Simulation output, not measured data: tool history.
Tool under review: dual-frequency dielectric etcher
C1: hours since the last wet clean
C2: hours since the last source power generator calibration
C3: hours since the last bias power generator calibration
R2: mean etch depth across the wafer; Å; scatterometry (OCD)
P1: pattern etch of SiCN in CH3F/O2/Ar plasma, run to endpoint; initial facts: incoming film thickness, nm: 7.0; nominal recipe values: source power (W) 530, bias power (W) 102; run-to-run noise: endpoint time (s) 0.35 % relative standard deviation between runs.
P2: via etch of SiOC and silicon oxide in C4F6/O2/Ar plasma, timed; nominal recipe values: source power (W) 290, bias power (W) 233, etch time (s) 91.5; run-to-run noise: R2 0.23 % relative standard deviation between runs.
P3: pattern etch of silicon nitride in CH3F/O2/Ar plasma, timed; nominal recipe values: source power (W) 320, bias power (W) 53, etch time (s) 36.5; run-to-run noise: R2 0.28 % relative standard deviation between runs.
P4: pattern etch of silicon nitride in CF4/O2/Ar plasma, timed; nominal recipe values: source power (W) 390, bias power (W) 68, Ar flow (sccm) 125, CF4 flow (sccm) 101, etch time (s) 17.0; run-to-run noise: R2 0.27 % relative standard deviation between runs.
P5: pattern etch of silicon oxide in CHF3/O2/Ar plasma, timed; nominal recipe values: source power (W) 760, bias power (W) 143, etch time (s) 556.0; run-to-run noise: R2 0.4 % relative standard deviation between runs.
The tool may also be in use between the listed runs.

Run 1, hour 2.2: process that ran P1, source power (W) 530, bias power (W) 102; C1 53.6; C2 1587.3; C3 301.2. Result: endpoint time (s) 14.849.
Run 2, hour 5.2: process that ran P3, source power (W) 320, bias power (W) 53, etch time (s) 28.0; C1 56.6; C2 1590.3; C3 304.2. Result: R2 163.35 Å.
Run 3, hour 8.3: process that ran P1, source power (W) 320, bias power (W) 78; C1 59.7; C2 1593.4; C3 307.3. Result: endpoint time (s) 19.870.
Run 4, hour 11.7: process that ran P4, source power (W) 390, bias power (W) 68, etch time (s) 17.0, Ar flow (sccm) 79, CF4 flow (sccm) 101; C1 63.1; C2 1596.8; C3 310.7. Result: R2 308.37 Å.
Run 5, hour 15.5: process that ran P4, source power (W) 390, bias power (W) 68, etch time (s) 21.5, Ar flow (sccm) 125, CF4 flow (sccm) 101; C1 66.9; C2 1600.6; C3 314.5. Result: R2 370.13 Å.
Run 6, hour 18.9: process that ran P2, source power (W) 290, bias power (W) 311, etch time (s) 91.5; C1 70.3; C2 1604.0; C3 317.9. Result: R2 1144.60 Å.
Run 7, hour 22.4: process that ran P2, source power (W) 290, bias power (W) 233, etch time (s) 91.5; C1 73.8; C2 1607.5; C3 321.4. Result: R2 1030.50 Å.
Run 8, hour 26.2: process that ran P1, source power (W) 530, bias power (W) 134; C1 77.6; C2 1611.3; C3 325.2. Result: endpoint time (s) 13.359.
At hour 28.9: source power generator calibrated.
Run 9, hour 29.5: process that ran P1, source power (W) 530, bias power (W) 102; C1 80.9; C2 0.6; C3 328.5. Result: endpoint time (s) 14.880.
Run 10, hour 32.7: process that ran P1, source power (W) 390, bias power (W) 102; C1 84.1; C2 3.8; C3 331.7. Result: endpoint time (s) 16.625.
Run 11, hour 35.9: process that ran P3, source power (W) 320, bias power (W) 53, etch time (s) 36.5; C1 87.3; C2 7.0; C3 334.9. Result: R2 213.69 Å.
Run 12, hour 38.5: process that ran P4, source power (W) 220, bias power (W) 68, etch time (s) 17.0, Ar flow (sccm) 125, CF4 flow (sccm) 101; C1 89.9; C2 9.6; C3 337.5. Result: R2 179.26 Å.
Run 13, hour 41.7: process that ran P2, source power (W) 230, bias power (W) 233, etch time (s) 91.5; C1 93.1; C2 12.8; C3 340.7. Result: R2 945.93 Å.
At hour 42.0: bias power generator calibrated.
Run 14, hour 45.0: process that ran P3, source power (W) 320, bias power (W) 53, etch time (s) 36.5; C1 96.4; C2 16.1; C3 3.0. Result: R2 213.40 Å.
Run 15, hour 47.0: process that ran P3, source power (W) 220, bias power (W) 53, etch time (s) 36.5; C1 98.4; C2 18.1; C3 5.0. Result: R2 184.73 Å.
Run 16, hour 49.7: process that ran P1, source power (W) 530, bias power (W) 102; C1 101.1; C2 20.8; C3 7.7. Result: endpoint time (s) 14.942.
Run 17, hour 51.9: process that ran P4, source power (W) 390, bias power (W) 46, etch time (s) 17.0, Ar flow (sccm) 125, CF4 flow (sccm) 101; C1 103.3; C2 23.0; C3 9.9. Result: R2 249.94 Å.
Run 18, hour 54.0: process that ran P1, source power (W) 530, bias power (W) 102; C1 105.4; C2 25.1; C3 12.0. Result: endpoint time (s) 14.920.
Run 19, hour 56.3: process that ran P1, source power (W) 530, bias power (W) 74; C1 107.7; C2 27.4; C3 14.3. Result: endpoint time (s) 16.705.
Run 20, hour 60.2: process that ran P2, source power (W) 290, bias power (W) 233, etch time (s) 91.5; C1 111.6; C2 31.3; C3 18.2. Result: R2 1026.80 Å.
Run 21, hour 64.5: process that ran P4, source power (W) 390, bias power (W) 68, etch time (s) 17.0, Ar flow (sccm) 125, CF4 flow (sccm) 101; C1 115.9; C2 35.6; C3 22.5. Result: R2 292.86 Å.
Run 22, hour 68.6: process that ran P1, source power (W) 530, bias power (W) 102; C1 120.0; C2 39.7; C3 26.6. Result: endpoint time (s) 14.870.
Run 23, hour 72.1: process that ran P5, source power (W) 910, bias power (W) 143, etch time (s) 556.0; C1 123.5; C2 43.2; C3 30.1. Result: R2 11920.00 Å.
Run 24, hour 74.8: process that ran P1, source power (W) 530, bias power (W) 102; C1 126.2; C2 45.9; C3 32.8. Result: endpoint time (s) 14.829.
Run 25, hour 78.9: process that ran P5, source power (W) 760, bias power (W) 143, etch time (s) 556.0; C1 130.3; C2 50.0; C3 36.9. Result: R2 11176.00 Å.
Run 26, hour 81.5: process that ran P5, source power (W) 760, bias power (W) 143, etch time (s) 747.0; C1 132.9; C2 52.6; C3 39.5. Result: R2 14994.00 Å.
Run 27, hour 85.6: process that ran P4, source power (W) 390, bias power (W) 68, etch time (s) 17.0, Ar flow (sccm) 125, CF4 flow (sccm) 101; C1 137.0; C2 56.7; C3 43.6. Result: R2 292.78 Å.
Run 28, hour 87.9: process that ran P1, source power (W) 680, bias power (W) 102; C1 139.3; C2 59.0; C3 45.9. Result: endpoint time (s) 13.587.
Run 29, hour 91.1: process that ran P5, source power (W) 760, bias power (W) 93, etch time (s) 556.0; C1 142.5; C2 62.2; C3 49.1. Result: R2 9767.00 Å.
Run 30, hour 94.8: process that ran P5, source power (W) 760, bias power (W) 143, etch time (s) 556.0; C1 146.2; C2 65.9; C3 52.8. Result: R2 11217.00 Å.
Run 31, hour 97.8: process that ran P4, source power (W) 390, bias power (W) 68, etch time (s) 17.0, Ar flow (sccm) 125, CF4 flow (sccm) 67; C1 149.2; C2 68.9; C3 55.8. Result: R2 278.11 Å.
Run 32, hour 101.5: process that ran P2, source power (W) 290, bias power (W) 233, etch time (s) 132.0; C1 152.9; C2 72.6; C3 59.5. Result: R2 1480.40 Å.
Run 33, hour 104.1: process that ran P3, source power (W) 320, bias power (W) 69, etch time (s) 36.5; C1 155.5; C2 75.2; C3 62.1. Result: R2 232.89 Å.
Run 34, hour 107.1: process that ran P1, source power (W) 530, bias power (W) 102; C1 158.5; C2 78.2; C3 65.1. Result: endpoint time (s) 14.818.
Run 35, hour 111.4: process that ran P1, source power (W) 530, bias power (W) 102; C1 162.8; C2 82.5; C3 69.4. Result: endpoint time (s) 14.992.
Run 36, hour 113.7: process that ran P1, source power (W) 530, bias power (W) 102; C1 165.1; C2 84.8; C3 71.7. Result: endpoint time (s) 15.006.
Run 37, hour 117.6: process that ran P1, source power (W) 530, bias power (W) 102; C1 169.0; C2 88.7; C3 75.6. Result: endpoint time (s) 15.087.
Run 38, hour 120.1: process that ran P1, source power (W) 530, bias power (W) 102; C1 171.5; C2 91.2; C3 78.1. Result: endpoint time (s) 15.083.
At hour 123.3: wet clean of the chamber.
Run 39, hour 124.3: process that ran P1, source power (W) 530, bias power (W) 102; C1 1.1; C2 95.4; C3 82.3. Result: endpoint time (s) 15.133.
Run 40, hour 127.2: process that ran P1, source power (W) 530, bias power (W) 102; C1 4.0; C2 98.3; C3 85.2. Result: endpoint time (s) 15.094.
Run 41, hour 131.4: process that ran P1, source power (W) 530, bias power (W) 102; C1 8.2; C2 102.5; C3 89.4. Result: endpoint time (s) 15.084.
Run 42, hour 134.2: process that ran P1, source power (W) 530, bias power (W) 102; C1 11.0; C2 105.3; C3 92.2. Result: endpoint time (s) 15.094.

Something has made what P1 gives creep away from where it was; the 2 causes below, each at its own stated size, fit the log equally well:
A: source power that arrives under what is set, % = 4.68
B: bias power that arrives under what is set, % = 4.68
The drift started at roughly hour 107.1.
Why every other cause is out:
chamber walls in a state that lowers the etch rate, %: maintenance at hour 123.3, after the shift began, did not return the process to its former output

Each of the 4 check runs below uses one wafer; its results are left as question marks. Which run tells the causes apart?
Run check 1, hour 137.0: process that ran P2, source power (W) 290, bias power (W) 233, etch time (s) 91.5. Result: R2 ?.
Run check 2, hour 137.0: process that ran P5, source power (W) 760, bias power (W) 143, etch time (s) 556.0. Result: R2 ?.
Run check 3, hour 137.0: process that ran P4, source power (W) 390, bias power (W) 68, etch time (s) 17.0, Ar flow (sccm) 125, CF4 flow (sccm) 101. Result: R2 ?.
Run check 4, hour 137.0: process that ran P3, source power (W) 320, bias power (W) 53, etch time (s) 36.5. Result: R2 ?.

If the cause were each of the candidates in turn, the checks would give the following:
  check  result      if A      if B
check 1      R2   1010.10   1011.80
check 2      R2  10944.00  10984.00
check 3      R2    280.92    287.04
check 4      R2    209.47    210.10
How far apart the two closest causes lie, in the result that separates them most: check 1 0.17 %; check 2 0.37 %; check 3 2.16 %; check 4 0.3 %
Only check 3 tells the causes apart: in the others they would give nearly the same result.

Check 3 has now been run. It gave: R2 287.83 Å. Which of the candidate causes is it?

B is the cause: bias power that arrives under what is set, %.
